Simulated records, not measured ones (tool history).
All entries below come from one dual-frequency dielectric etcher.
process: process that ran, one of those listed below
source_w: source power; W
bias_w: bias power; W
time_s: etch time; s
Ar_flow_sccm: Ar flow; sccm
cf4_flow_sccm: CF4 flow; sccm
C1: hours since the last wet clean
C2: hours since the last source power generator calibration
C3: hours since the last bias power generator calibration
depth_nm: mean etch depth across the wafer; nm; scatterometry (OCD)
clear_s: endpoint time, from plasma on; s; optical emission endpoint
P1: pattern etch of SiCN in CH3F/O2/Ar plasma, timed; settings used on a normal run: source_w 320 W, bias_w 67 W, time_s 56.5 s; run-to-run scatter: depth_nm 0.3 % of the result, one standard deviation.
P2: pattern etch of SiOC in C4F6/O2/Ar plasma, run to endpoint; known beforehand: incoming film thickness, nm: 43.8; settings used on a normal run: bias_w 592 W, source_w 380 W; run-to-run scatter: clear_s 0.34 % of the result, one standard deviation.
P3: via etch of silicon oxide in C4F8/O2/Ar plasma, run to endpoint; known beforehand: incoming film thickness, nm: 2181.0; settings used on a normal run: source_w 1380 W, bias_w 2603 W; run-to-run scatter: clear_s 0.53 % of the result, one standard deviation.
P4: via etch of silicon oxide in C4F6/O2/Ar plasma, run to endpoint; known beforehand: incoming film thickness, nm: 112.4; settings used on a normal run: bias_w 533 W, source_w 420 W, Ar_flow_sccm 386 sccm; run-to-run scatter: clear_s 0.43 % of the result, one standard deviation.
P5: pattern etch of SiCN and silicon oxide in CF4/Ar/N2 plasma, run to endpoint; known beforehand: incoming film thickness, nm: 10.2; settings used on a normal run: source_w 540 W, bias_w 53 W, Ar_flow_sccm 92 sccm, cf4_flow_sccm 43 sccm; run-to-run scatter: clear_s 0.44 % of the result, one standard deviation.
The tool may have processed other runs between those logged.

{"run": 1, "hour": 6.3, "process": "P1", "source_w": 320, "bias_w": 67, "time_s": 56.5, "C1": 235.8, "C2": 1373.1, "C3": 2357.2, "depth_nm": 18.545}
{"run": 2, "hour": 15.2, "process": "P1", "source_w": 320, "bias_w": 46, "time_s": 56.5, "C1": 244.7, "C2": 1382.0, "C3": 2366.1, "depth_nm": 16.331}
{"run": 3, "hour": 20.6, "process": "P2", "source_w": 380, "bias_w": 815, "C1": 250.1, "C2": 1387.4, "C3": 2371.5, "clear_s": 12.21}
{"run": 4, "hour": 25.3, "process": "P3", "source_w": 1630, "bias_w": 2603, "C1": 254.8, "C2": 1392.1, "C3": 2376.2, "clear_s": 431.26}
{"run": 5, "hour": 34.9, "process": "P1", "source_w": 320, "bias_w": 81, "time_s": 56.5, "C1": 264.4, "C2": 1401.7, "C3": 2385.8, "depth_nm": 19.789}
{"run": 6, "hour": 40.7, "process": "P1", "source_w": 390, "bias_w": 67, "time_s": 33.5, "C1": 270.2, "C2": 1407.5, "C3": 2391.6, "depth_nm": 11.784}
{"run": 7, "hour": 47.5, "process": "P5", "source_w": 540, "bias_w": 67, "Ar_flow_sccm": 92, "cf4_flow_sccm": 43, "C1": 277.0, "C2": 1414.3, "C3": 2398.4, "clear_s": 10.889}
{"run": 8, "hour": 53.3, "process": "P5", "source_w": 750, "bias_w": 53, "Ar_flow_sccm": 92, "cf4_flow_sccm": 43, "C1": 282.8, "C2": 1420.1, "C3": 2404.2, "clear_s": 8.8483}
{"run": 9, "hour": 63.3, "process": "P3", "source_w": 1380, "bias_w": 2603, "C1": 292.8, "C2": 1430.1, "C3": 2414.2, "clear_s": 462.58}
{"run": 10, "hour": 68.5, "process": "P1", "source_w": 320, "bias_w": 67, "time_s": 56.5, "C1": 298.0, "C2": 1435.3, "C3": 2419.4, "depth_nm": 18.55}
{"run": 11, "hour": 75.4, "process": "P1", "source_w": 210, "bias_w": 67, "time_s": 56.5, "C1": 304.9, "C2": 1442.2, "C3": 2426.3, "depth_nm": 15.873}
{"run": 12, "hour": 82.1, "process": "P3", "source_w": 1380, "bias_w": 2603, "C1": 311.6, "C2": 1448.9, "C3": 2433.0, "clear_s": 458.03}
{"run": 13, "hour": 91.2, "process": "P4", "source_w": 540, "bias_w": 533, "Ar_flow_sccm": 386, "C1": 320.7, "C2": 1458.0, "C3": 2442.1, "clear_s": 22.296}
{"run": 14, "hour": 97.6, "process": "P1", "source_w": 320, "bias_w": 67, "time_s": 56.5, "C1": 327.1, "C2": 1464.4, "C3": 2448.5, "depth_nm": 18.468}
{"run": 15, "hour": 102.6, "process": "P1", "source_w": 320, "bias_w": 67, "time_s": 37.5, "C1": 332.1, "C2": 1469.4, "C3": 2453.5, "depth_nm": 12.291}
{"run": 16, "hour": 109.4, "process": "P5", "source_w": 540, "bias_w": 53, "Ar_flow_sccm": 92, "cf4_flow_sccm": 43, "C1": 338.9, "C2": 1476.2, "C3": 2460.3, "clear_s": 11.737}
{"run": 17, "hour": 116.1, "process": "P1", "source_w": 400, "bias_w": 67, "time_s": 56.5, "C1": 345.6, "C2": 1482.9, "C3": 2467.0, "depth_nm": 20.103}
{"run": 18, "hour": 122.9, "process": "P4", "source_w": 420, "bias_w": 533, "Ar_flow_sccm": 483, "C1": 352.4, "C2": 1489.7, "C3": 2473.8, "clear_s": 24.992}
{"run": 19, "hour": 128.5, "process": "P2", "source_w": 380, "bias_w": 592, "C1": 358.0, "C2": 1495.3, "C3": 2479.4, "clear_s": 13.797}
{"run": 20, "hour": 138.3, "process": "P5", "source_w": 540, "bias_w": 53, "Ar_flow_sccm": 54, "cf4_flow_sccm": 43, "C1": 367.8, "C2": 1505.1, "C3": 2489.2, "clear_s": 10.688}
{"run": 21, "hour": 145.1, "process": "P4", "source_w": 420, "bias_w": 658, "Ar_flow_sccm": 386, "C1": 374.6, "C2": 1511.9, "C3": 2496.0, "clear_s": 22.519}
{"run": 22, "hour": 155.1, "process": "P4", "source_w": 420, "bias_w": 533, "Ar_flow_sccm": 386, "C1": 384.6, "C2": 1521.9, "C3": 2506.0, "clear_s": 24.507}
{"run": 23, "hour": 164.7, "process": "P3", "source_w": 1380, "bias_w": 1696, "C1": 394.2, "C2": 1531.5, "C3": 2515.6, "clear_s": 522.14}
{"run": 24, "hour": 173.6, "process": "P1", "source_w": 370, "bias_w": 40, "time_s": 56.5, "C1": 403.1, "C2": 1540.4, "C3": 2524.5, "depth_nm": 16.505}
{"run": 25, "hour": 178.7, "process": "P1", "source_w": 320, "bias_w": 67, "time_s": 71.0, "C1": 408.2, "C2": 1545.5, "C3": 2529.6, "depth_nm": 23.182}
{"run": 26, "hour": 187.2, "process": "P1", "source_w": 320, "bias_w": 67, "time_s": 56.5, "C1": 416.7, "C2": 1554.0, "C3": 2538.1, "depth_nm": 18.461}
{"run": 27, "hour": 195.6, "process": "P5", "source_w": 540, "bias_w": 53, "Ar_flow_sccm": 92, "cf4_flow_sccm": 25, "C1": 425.1, "C2": 1562.4, "C3": 2546.5, "clear_s": 13.035}
{"run": 28, "hour": 202.6, "process": "P1", "source_w": 320, "bias_w": 67, "time_s": 56.5, "C1": 432.1, "C2": 1569.4, "C3": 2553.5, "depth_nm": 18.443}
{"run": 29, "hour": 207.1, "process": "P2", "source_w": 460, "bias_w": 592, "C1": 436.6, "C2": 1573.9, "C3": 2558.0, "clear_s": 12.815}
{"run": 30, "hour": 215.6, "process": "P1", "source_w": 320, "bias_w": 67, "time_s": 56.5, "C1": 445.1, "C2": 1582.4, "C3": 2566.5, "depth_nm": 18.541}
{"run": 31, "hour": 225.1, "process": "P1", "source_w": 320, "bias_w": 67, "time_s": 56.5, "C1": 454.6, "C2": 1591.9, "C3": 2576.0, "depth_nm": 18.585}
{"run": 32, "hour": 233.3, "process": "P1", "source_w": 320, "bias_w": 67, "time_s": 56.5, "C1": 462.8, "C2": 1600.1, "C3": 2584.2, "depth_nm": 18.734}
{"run": 33, "hour": 238.8, "process": "P1", "source_w": 320, "bias_w": 67, "time_s": 56.5, "C1": 468.3, "C2": 1605.6, "C3": 2589.7, "depth_nm": 18.741}
{"run": 34, "hour": 246.4, "process": "P1", "source_w": 320, "bias_w": 67, "time_s": 56.5, "C1": 475.9, "C2": 1613.2, "C3": 2597.3, "depth_nm": 18.825}
{"run": 35, "hour": 255.6, "process": "P1", "source_w": 320, "bias_w": 67, "time_s": 56.5, "C1": 485.1, "C2": 1622.4, "C3": 2606.5, "depth_nm": 18.712}
{"hour": 257.5, "done": "wet clean of the chamber"}
{"run": 36, "hour": 263.6, "process": "P1", "source_w": 320, "bias_w": 67, "time_s": 56.5, "C1": 6.2, "C2": 1630.4, "C3": 2614.5, "depth_nm": 18.689}
{"run": 37, "hour": 269.7, "process": "P1", "source_w": 320, "bias_w": 67, "time_s": 56.5, "C1": 12.3, "C2": 1636.5, "C3": 2620.6, "depth_nm": 18.797}
{"run": 38, "hour": 279.9, "process": "P1", "source_w": 320, "bias_w": 67, "time_s": 56.5, "C1": 22.5, "C2": 1646.7, "C3": 2630.8, "depth_nm": 18.767}
{"run": 39, "hour": 287.8, "process": "P1", "source_w": 320, "bias_w": 67, "time_s": 56.5, "C1": 30.4, "C2": 1654.6, "C3": 2638.7, "depth_nm": 18.756}

Something has made what P1 gives creep away from where it was; the 2 causes below, each at its own stated size, fit the log equally well:
A: bias power that arrives over what is set, % = 4.25
B: source power that arrives over what is set, % = 4.02
The gradual shift began around hour 215.6.
Why every other cause is out:
chamber walls in a state that raises the etch rate, %: was serviced at hour 257.5, once the creep was under way, yet the earlier output never came back

4 check runs are offered, each on 3 wafers whose results are averaged, their results left as question marks. Which one tells the causes apart?
{"run": "check 1", "hour": 295.7, "process": "P3", "source_w": 1380, "bias_w": 2603, "clear_s": "?"}
{"run": "check 2", "hour": 295.7, "process": "P5", "source_w": 540, "bias_w": 53, "Ar_flow_sccm": 92, "cf4_flow_sccm": 43, "clear_s": "?"}
{"run": "check 3", "hour": 295.7, "process": "P2", "source_w": 380, "bias_w": 592, "clear_s": "?"}
{"run": "check 4", "hour": 295.7, "process": "P4", "source_w": 420, "bias_w": 533, "Ar_flow_sccm": 386, "clear_s": "?"}

Predicted outcomes, by check and by cause:
check=check_1 result=clear_s if_A=451.4800 if_B=450.3800
check=check_2 result=clear_s if_A=11.5710 if_B=11.3310
check=check_3 result=clear_s if_A=13.5400 if_B=13.5610
check=check_4 result=clear_s if_A=24.0550 if_B=24.0840
Minimum pairwise separation of causes per check, each pair taken at its best-separating result: check 1 0.24 %; check 2 2.1 %; check 3 0.16 %; check 4 0.12 %
Check 2 tells the causes apart: in the others they would give nearly the same result.

The results of check 2 are: clear_s 11.5920 s. Based on these, which of the listed causes is it?

The cause is A: bias power that arrives over what is set, %.

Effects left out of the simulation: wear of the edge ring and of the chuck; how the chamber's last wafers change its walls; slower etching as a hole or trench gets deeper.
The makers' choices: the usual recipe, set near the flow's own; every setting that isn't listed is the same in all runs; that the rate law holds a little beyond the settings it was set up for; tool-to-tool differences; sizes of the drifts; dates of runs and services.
